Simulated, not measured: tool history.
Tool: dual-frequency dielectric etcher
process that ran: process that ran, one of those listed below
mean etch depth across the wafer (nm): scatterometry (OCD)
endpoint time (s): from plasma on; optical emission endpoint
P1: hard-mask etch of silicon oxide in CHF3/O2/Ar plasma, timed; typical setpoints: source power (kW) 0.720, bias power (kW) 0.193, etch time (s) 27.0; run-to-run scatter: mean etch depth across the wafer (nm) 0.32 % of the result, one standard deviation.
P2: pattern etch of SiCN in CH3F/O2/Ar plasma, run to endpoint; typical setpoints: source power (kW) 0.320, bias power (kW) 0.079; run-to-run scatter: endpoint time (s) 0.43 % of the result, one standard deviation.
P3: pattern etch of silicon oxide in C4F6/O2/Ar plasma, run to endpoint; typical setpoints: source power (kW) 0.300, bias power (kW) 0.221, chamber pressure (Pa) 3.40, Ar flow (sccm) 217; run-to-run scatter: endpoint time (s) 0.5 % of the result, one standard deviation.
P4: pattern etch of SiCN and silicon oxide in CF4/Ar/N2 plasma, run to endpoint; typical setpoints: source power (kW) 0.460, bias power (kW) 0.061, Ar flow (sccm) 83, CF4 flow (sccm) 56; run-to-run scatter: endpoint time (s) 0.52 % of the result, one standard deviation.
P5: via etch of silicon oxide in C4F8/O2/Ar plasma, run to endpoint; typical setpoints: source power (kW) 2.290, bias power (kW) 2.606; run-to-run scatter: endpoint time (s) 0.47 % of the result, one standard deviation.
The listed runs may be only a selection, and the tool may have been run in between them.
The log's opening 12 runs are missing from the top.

run	hour	process that ran	source power (kW)	bias power (kW)	etch time (s)	Ar flow (sccm)	CF4 flow (sccm)	chamber pressure (Pa)	hours since the last wet clean	hours since the last source power generator calibration	hours since the last bias power generator calibration	mean etch depth across the wafer (nm)	endpoint time (s)
13	51.4	P5	2.290	2.606					158.9	2152.7	362.5		321.760
14	55.4	P1	0.720	0.250	27.0				162.9	2156.7	366.5	64.791	
15	60.9	P3	0.300	0.303		217		3.40	168.4	2162.2	372.0		14.354
16	65.1	P1	0.720	0.193	27.0				172.6	2166.4	376.2	59.965	
17	70.8	P2	0.450	0.079					178.3	2172.1	381.9		28.803
18	74.9	P1	0.960	0.193	27.0				182.4	2176.2	386.0	66.914	
# hour 77.5: wet clean of the chamber
19	79.5	P4	0.460	0.061		83	56		2.1	2180.8	390.6		15.574
20	82.6	P3	0.190	0.221		217		3.40	5.2	2183.9	393.7		19.209
21	87.7	P1	0.720	0.193	18.0				10.3	2189.0	398.8	39.859	
22	91.0	P2	0.320	0.079					13.6	2192.3	402.1		32.782
23	95.7	P5	2.290	3.336					18.3	2197.0	406.8		298.370
24	99.0	P1	0.720	0.193	27.0				21.6	2200.3	410.1	59.670	
25	104.0	P1	0.720	0.193	27.0				26.6	2205.3	415.1	59.732	
26	108.3	P1	0.720	0.193	33.0				30.9	2209.6	419.4	72.640	
27	111.2	P2	0.320	0.079					33.8	2212.5	422.3		32.880
28	116.5	P3	0.300	0.221		217		3.40	39.1	2217.8	427.6		16.079
29	120.3	P3	0.300	0.221		157		3.40	42.9	2221.6	431.4		15.539
30	126.0	P4	0.460	0.061		50	56		48.6	2227.3	437.1		14.622
31	128.6	P1	0.720	0.250	20.5				51.2	2229.9	439.7	49.311	
32	134.2	P1	0.720	0.193	27.0				56.8	2235.5	445.3	59.998	
33	139.2	P1	0.720	0.193	27.0				61.8	2240.5	450.3	60.077	
34	142.6	P1	0.720	0.193	27.0				65.2	2243.9	453.7	60.508	

Estimate the outcome of run 35 from the log above:
# hour 143.1: wet clean of the chamber
35	145.2	P1	0.720	0.193	27.0				2.2	2246.5	456.3	?	

{"run 35": {"mean etch depth across the wafer (nm)": 60.553}}

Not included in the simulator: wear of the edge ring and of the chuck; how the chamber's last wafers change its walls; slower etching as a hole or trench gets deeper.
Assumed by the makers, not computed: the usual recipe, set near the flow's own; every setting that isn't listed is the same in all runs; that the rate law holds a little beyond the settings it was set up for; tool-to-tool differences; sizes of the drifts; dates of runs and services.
